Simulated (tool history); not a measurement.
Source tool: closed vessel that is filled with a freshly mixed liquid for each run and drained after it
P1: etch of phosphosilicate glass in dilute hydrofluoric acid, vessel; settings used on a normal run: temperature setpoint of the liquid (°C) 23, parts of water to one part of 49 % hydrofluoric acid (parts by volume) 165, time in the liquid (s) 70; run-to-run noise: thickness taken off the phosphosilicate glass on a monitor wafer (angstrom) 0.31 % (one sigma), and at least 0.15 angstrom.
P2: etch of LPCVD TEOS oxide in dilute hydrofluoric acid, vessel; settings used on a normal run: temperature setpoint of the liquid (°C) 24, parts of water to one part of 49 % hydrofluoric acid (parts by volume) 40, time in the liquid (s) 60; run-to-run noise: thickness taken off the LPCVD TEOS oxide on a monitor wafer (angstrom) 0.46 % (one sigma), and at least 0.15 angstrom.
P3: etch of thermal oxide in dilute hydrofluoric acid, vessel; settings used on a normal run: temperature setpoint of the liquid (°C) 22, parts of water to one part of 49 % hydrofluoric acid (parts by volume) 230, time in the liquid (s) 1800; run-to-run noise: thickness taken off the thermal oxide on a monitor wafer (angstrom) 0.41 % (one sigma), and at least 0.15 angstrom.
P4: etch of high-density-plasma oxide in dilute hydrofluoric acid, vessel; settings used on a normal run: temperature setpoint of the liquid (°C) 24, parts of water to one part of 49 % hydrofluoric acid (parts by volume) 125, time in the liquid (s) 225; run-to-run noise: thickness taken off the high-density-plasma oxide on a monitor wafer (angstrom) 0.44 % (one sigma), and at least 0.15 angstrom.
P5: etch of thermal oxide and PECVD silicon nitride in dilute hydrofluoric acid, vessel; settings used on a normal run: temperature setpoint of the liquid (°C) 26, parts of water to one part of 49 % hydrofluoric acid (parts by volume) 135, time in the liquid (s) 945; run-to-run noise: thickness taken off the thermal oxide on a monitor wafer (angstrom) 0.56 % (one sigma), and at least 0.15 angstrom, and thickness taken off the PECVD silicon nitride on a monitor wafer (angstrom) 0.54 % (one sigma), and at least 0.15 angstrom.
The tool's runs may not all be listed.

run	hour	process that ran	temperature setpoint of the liquid (°C)	parts of water to one part of 49 % hydrofluoric acid (parts by volume)	time in the liquid (s)	thickness taken off the phosphosilicate glass on a monitor wafer (angstrom)	thickness taken off the thermal oxide on a monitor wafer (angstrom)	thickness taken off the high-density-plasma oxide on a monitor wafer (angstrom)	thickness taken off the LPCVD TEOS oxide on a monitor wafer (angstrom)	thickness taken off the PECVD silicon nitride on a monitor wafer (angstrom)
1	5.1	P1	23	165	70	215.55				
2	9.4	P3	29.5	230	1800		404.74			
3	14.2	P4	24	125	225			96.775		
4	18.9	P3	22	350	1800		182.16			
5	21.5	P1	23	165	30	92.729				
6	25.6	P1	23	165	70	216.07				
7	30.1	P2	24	65	60				258.27	
8	34.8	P2	24	40	110				790.42	
9	38.4	P1	18.5	165	30	78.042				
10	43	P5	30	135	945		408.27			496.8
11	46.4	P1	23	250	70	129.55				
12	48.9	P1	23	165	70	217.24				
13	54.5	P1	29.5	165	70	275.8				
14	57.8	P1	23	55	70	740.7				
15	61.2	P1	23	165	105	323.24				
16	65.6	P4	24	180	225			62.36		
# hour 67: thermometer replaced
17	68.3	P1	28	165	105	389.3				
18	74.1	P5	26	135	945		358.6			379.54
19	77.4	P4	24	125	30			12.844		
20	80.5	P3	22	230	1800		309.11			
21	83.4	P1	23	165	70	217.08				
22	86	P4	24	125	225			96.149		
23	89	P1	18	165	70	177.56				
24	91.5	P2	29.5	40	60				543.7	
25	95.1	P2	24	40	60				436.4	
26	99.8	P1	23	165	70	215.62				
27	102.9	P3	22	230	1800		307.68			
28	106.3	P5	26	135	1850		693.79			754.16
29	112	P4	17	125	225			72.364		
30	117.5	P5	26	185	945		243.11			279.62
31	122.5	P3	22	230	3595		617.38			
32	125.9	P1	23	165	70	216.23				

Run 33 comes next. What will it give?
33	129.8	P1	23	165	70	?				

Run 33 gave thickness taken off the phosphosilicate glass on a monitor wafer (angstrom) 211.1.

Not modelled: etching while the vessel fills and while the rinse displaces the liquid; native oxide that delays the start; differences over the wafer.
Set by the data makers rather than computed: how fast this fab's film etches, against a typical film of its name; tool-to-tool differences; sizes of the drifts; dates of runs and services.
